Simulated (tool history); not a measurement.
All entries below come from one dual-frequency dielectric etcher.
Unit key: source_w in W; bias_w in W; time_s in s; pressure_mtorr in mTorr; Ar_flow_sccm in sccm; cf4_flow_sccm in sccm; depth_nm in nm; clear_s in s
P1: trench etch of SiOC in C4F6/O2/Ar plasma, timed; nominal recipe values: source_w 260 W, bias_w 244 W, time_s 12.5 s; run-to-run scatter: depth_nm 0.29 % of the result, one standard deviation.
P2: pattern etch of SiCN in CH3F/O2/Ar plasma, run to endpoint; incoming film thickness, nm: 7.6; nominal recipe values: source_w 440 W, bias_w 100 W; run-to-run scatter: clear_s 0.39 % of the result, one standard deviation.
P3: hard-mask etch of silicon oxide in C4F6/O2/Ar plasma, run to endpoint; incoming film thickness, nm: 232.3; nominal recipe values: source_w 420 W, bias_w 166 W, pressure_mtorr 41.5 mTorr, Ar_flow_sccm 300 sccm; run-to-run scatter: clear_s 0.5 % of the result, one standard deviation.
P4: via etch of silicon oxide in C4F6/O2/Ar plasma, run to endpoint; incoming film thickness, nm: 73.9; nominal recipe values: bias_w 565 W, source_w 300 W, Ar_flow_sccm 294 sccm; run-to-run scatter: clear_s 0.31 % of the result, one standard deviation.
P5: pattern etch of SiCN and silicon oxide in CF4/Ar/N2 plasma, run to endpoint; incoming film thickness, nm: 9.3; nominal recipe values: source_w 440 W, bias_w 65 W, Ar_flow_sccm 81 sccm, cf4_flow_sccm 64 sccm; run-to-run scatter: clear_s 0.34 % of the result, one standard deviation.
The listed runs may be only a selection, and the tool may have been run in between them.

run   hour  process  source_w  bias_w  time_s  pressure_mtorr  Ar_flow_sccm  cf4_flow_sccm  depth_nm  clear_s
  1    4.1       P1       260     244    12.5                                                 24.305
  2    7.9       P1       260     244    12.5                                                 24.389
  3   11.0       P1       160     244    12.5                                                 20.257
  4   15.1       P3       420     166                    41.5           216                            73.921
  5   19.6       P5       440      48                                    81             64             12.389
  6   23.3       P1       260     244    12.5                                                 24.427
  7   25.8       P3       420     166                    56.0           300                            79.893
  8   29.9       P4       300     565                                   171                            16.154
  9   35.3       P1       260     244    12.5                                                 24.426
 10   37.7       P1       260     149    12.5                                                 20.728
 11   42.8       P5       440      65                                    81             64             11.346
 12   45.7       P3       420     212                    41.5           300                            71.016
 13   50.0       P1       260     244    12.5                                                 24.298
 14   54.2       P1       260     244    16.0                                                 31.152
 15   57.6       P3       420     166                    41.5           300                            76.732
 16   62.0       P5       440      65                                    81             77             11.025
 17   65.4       P4       300     694                                   294                            15.816
 18   70.7       P3       420     166                    41.5           300                            76.763
 19   74.1       P1       190     244     8.5                                                 14.718
 20   76.9       P5       440      65                                    81             64             11.350
 21   80.4       P1       260     335    12.5                                                 27.417
 22   84.4       P5       440      65                                   106             64             11.844
 23   89.1       P1       260     244     7.0                                                 13.609
 24   91.9       P1       310     244    16.0                                                 33.380
 25   97.3       P3       540     166                    41.5           300                            68.908
 26  102.3       P2       620     100                                                                  15.457
 27  105.1       P4       420     565                                   294                            15.140
 28  108.5       P5       580      65                                    81             64              8.894
 29  113.3       P1       320     244    12.5                                                 26.329
 30  118.6       P2       440      76                                                                  19.431
 31  122.8       P4       300     565                                   294                            17.152
     126.1  -- source power generator calibrated
 32  127.4       P1       260     244    12.5                                                 24.353
 33  129.8       P4       300     565                                   294                            17.077
 34  135.1       P2       440     100                                                                  17.585
 35  140.3       P1       310     244    15.5                                                 32.212
 36  143.3       P2       440     100                                                                  17.550
 37  148.0       P1       260     244    12.5                                                 24.549
 38  152.9       P1       260     244    12.5                                                 24.570
 39  156.7       P1       260     244    12.5                                                 24.565
 40  159.7       P1       260     244    12.5                                                 24.610
 41  164.7       P1       260     244    12.5                                                 24.724
 42  167.4       P1       260     244    12.5                                                 24.730
     169.7  -- wet clean of the chamber
 43  171.4       P1       260     244    12.5                                                 24.769
 44  176.2       P1       260     244    12.5                                                 24.747
 45  180.5       P1       260     244    12.5                                                 24.738

P1 has crept away from where it was. The log is fitted equally well by each of these 2 causes, at the sizes shown:
A: bias power that arrives over what is set, % = 4.2
B: source power that arrives over what is set, % = 3.84
The process output started creeping at around hour 148.0.
Other possible causes, and why each is ruled out:
chamber walls in a state that raises the etch rate, %: serviced after onset, at hour 169.7, with no recovery of the prior output

Each of the check runs listed below is run on 2 wafers and reports their average, with the results left as question marks. Pick the one under which the possible causes would lead to clearly different results.
check 1  184.8       P4       300     565                                   294                                 ?
check 2  184.8       P3       420     166                    41.5           300                                 ?
check 3  184.8       P2       440     100                                                                       ?
check 4  184.8       P5       440      65                                    81             64                  ?

What each check would give under each cause:
  check   result    if A    if B
check 1  clear_s  16.884  16.920
check 2  clear_s  75.343  75.193
check 3  clear_s  17.321  17.348
check 4  clear_s  11.194  10.972
Separation of the two closest causes in each check, using whichever result separates them best: check 1 0.21 %; check 2 0.2 %; check 3 0.16 %; check 4 2 %
Only in check 4 would the causes give clearly different results; in the remaining checks their results would be nearly the same.

After running check 4, the following was obtained: clear_s 10.976 s. Which cause does this point to?

It is B: source power that arrives over what is set, %.
